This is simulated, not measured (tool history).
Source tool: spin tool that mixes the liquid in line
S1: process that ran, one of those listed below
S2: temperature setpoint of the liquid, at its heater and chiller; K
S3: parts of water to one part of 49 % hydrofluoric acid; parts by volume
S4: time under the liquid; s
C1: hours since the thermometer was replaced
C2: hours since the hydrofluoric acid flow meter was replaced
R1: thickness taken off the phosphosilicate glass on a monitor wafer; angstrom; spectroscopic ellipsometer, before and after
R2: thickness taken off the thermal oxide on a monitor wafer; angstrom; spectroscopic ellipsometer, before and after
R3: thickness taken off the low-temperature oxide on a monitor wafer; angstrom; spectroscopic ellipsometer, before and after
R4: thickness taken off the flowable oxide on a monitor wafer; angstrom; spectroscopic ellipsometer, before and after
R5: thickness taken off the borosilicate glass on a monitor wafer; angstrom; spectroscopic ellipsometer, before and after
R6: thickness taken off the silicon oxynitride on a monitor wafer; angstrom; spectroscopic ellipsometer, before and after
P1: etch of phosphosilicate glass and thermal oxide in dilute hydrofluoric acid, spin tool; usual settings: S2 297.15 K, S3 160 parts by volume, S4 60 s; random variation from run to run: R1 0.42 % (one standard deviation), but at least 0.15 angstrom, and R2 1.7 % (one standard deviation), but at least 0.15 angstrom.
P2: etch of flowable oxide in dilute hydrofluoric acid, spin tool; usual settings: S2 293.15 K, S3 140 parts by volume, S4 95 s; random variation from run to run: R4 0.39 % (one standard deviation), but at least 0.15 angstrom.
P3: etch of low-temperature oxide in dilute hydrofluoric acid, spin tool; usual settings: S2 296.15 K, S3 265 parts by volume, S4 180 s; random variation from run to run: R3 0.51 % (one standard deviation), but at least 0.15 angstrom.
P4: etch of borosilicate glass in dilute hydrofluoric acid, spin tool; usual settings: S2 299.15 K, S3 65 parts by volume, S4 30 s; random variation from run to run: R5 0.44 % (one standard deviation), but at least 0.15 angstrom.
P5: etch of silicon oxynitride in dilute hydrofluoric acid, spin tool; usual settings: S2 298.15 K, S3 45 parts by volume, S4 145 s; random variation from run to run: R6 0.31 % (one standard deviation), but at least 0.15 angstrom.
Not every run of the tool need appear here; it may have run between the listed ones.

| run | day | S1 | S2 | S3 | S4 | C1 | C2 | R1 | R2 | R3 | R4 | R5 | R6 |
|---|---|---|---|---|---|---|---|---|---|---|---|---|---|
| 1 | 0.312 | P1 | 297.15 | 160 | 60 | 1337.5 | 751.9 | 281.57 | 16.717 |  |  |  |  |
| 2 | 0.554 | P3 | 296.15 | 265 | 180 | 1343.3 | 757.7 |  |  | 86.406 |  |  |  |
| 3 | 0.788 | P2 | 293.15 | 140 | 160 | 1348.9 | 763.3 |  |  |  | 387.46 |  |  |
| 4 | 1.108 | P4 | 299.15 | 65 | 30 | 1356.6 | 771 |  |  |  |  | 160.93 |  |
| 5 | 1.279 | P4 | 307.15 | 65 | 30 | 1360.7 | 775.1 |  |  |  |  | 220.06 |  |
| 6 | 1.575 | P1 | 303.65 | 100 | 60 | 1367.8 | 782.2 | 622.74 | 35.769 |  |  |  |  |
| 7 | 1.867 | P4 | 299.15 | 65 | 15 | 1374.8 | 789.2 |  |  |  |  | 81.146 |  |
| 8 | 2.192 | P5 | 298.15 | 45 | 60 | 1382.6 | 797 |  |  |  |  |  | 30.062 |
| 9 | 2.396 | P1 | 293.65 | 160 | 30 | 1387.5 | 801.9 | 123.65 | 6.8543 |  |  |  |  |
| 10 | 2.617 | P3 | 296.15 | 45 | 180 | 1392.8 | 807.2 |  |  | 649.99 |  |  |  |
| 11 | 2.846 | P2 | 299.65 | 140 | 95 | 1398.3 | 812.7 |  |  |  | 297.4 |  |  |
| 12 | 3.088 | P1 | 297.15 | 160 | 60 | 1404.1 | 818.5 | 279.81 | 16.312 |  |  |  |  |
| 13 | 3.421 | P4 | 299.15 | 25 | 30 | 1412.1 | 826.5 |  |  |  |  | 445.16 |  |
| 14 | 3.767 | P1 | 293.15 | 160 | 60 | 1420.4 | 834.8 | 242.42 | 14.19 |  |  |  |  |
| 15 | 4.138 | P5 | 305.65 | 45 | 145 | 1429.3 | 843.7 |  |  |  |  |  | 103.89 |
| 16 | 4.362 | P3 | 300.65 | 265 | 180 | 1434.7 | 849.1 |  |  | 101.31 |  |  |  |
| 17 | 4.554 | P1 | 297.15 | 160 | 60 | 1439.3 | 853.7 | 282.9 | 15.837 |  |  |  |  |
| 18 | 4.862 | P2 | 293.15 | 80 | 95 | 1446.7 | 861.1 |  |  |  | 432.84 |  |  |
| 19 | 5.108 | P2 | 293.15 | 140 | 95 | 1452.6 | 867 |  |  |  | 232.06 |  |  |
| 20 | 5.321 | P1 | 302.65 | 160 | 60 | 1457.7 | 872.1 | 342.49 | 20.582 |  |  |  |  |
|  | 5.442 | thermometer replaced |
| 21 | 5.654 | P5 | 298.15 | 45 | 145 | 5.1 | 880.1 |  |  |  |  |  | 72.535 |
| 22 | 6.025 | P1 | 297.15 | 240 | 60 | 14 | 889 | 172.42 | 9.8979 |  |  |  |  |
| 23 | 6.25 | P4 | 299.15 | 65 | 30 | 19.4 | 894.4 |  |  |  |  | 162.63 |  |
| 24 | 6.433 | P3 | 296.15 | 265 | 45 | 23.8 | 898.8 |  |  | 21.567 |  |  |  |
| 25 | 6.621 | P5 | 298.15 | 25 | 145 | 28.3 | 903.3 |  |  |  |  |  | 133.07 |
| 26 | 6.958 | P1 | 297.15 | 160 | 60 | 36.4 | 911.4 | 282.98 | 16.317 |  |  |  |  |
| 27 | 7.175 | P1 | 297.15 | 160 | 115 | 41.6 | 916.6 | 545.02 | 31.76 |  |  |  |  |
| 28 | 7.421 | P1 | 297.15 | 160 | 60 | 47.5 | 922.5 | 283.14 | 16.641 |  |  |  |  |
| 29 | 7.767 | P1 | 297.15 | 160 | 60 | 55.8 | 930.8 | 282 | 16.63 |  |  |  |  |

Forecast run 30:
| 30 | 7.933 | P1 | 297.15 | 160 | 60 | 59.8 | 934.8 | ? | ? |  |  |  |  |

R1: 281.52 angstrom
R2: 16.076 angstrom
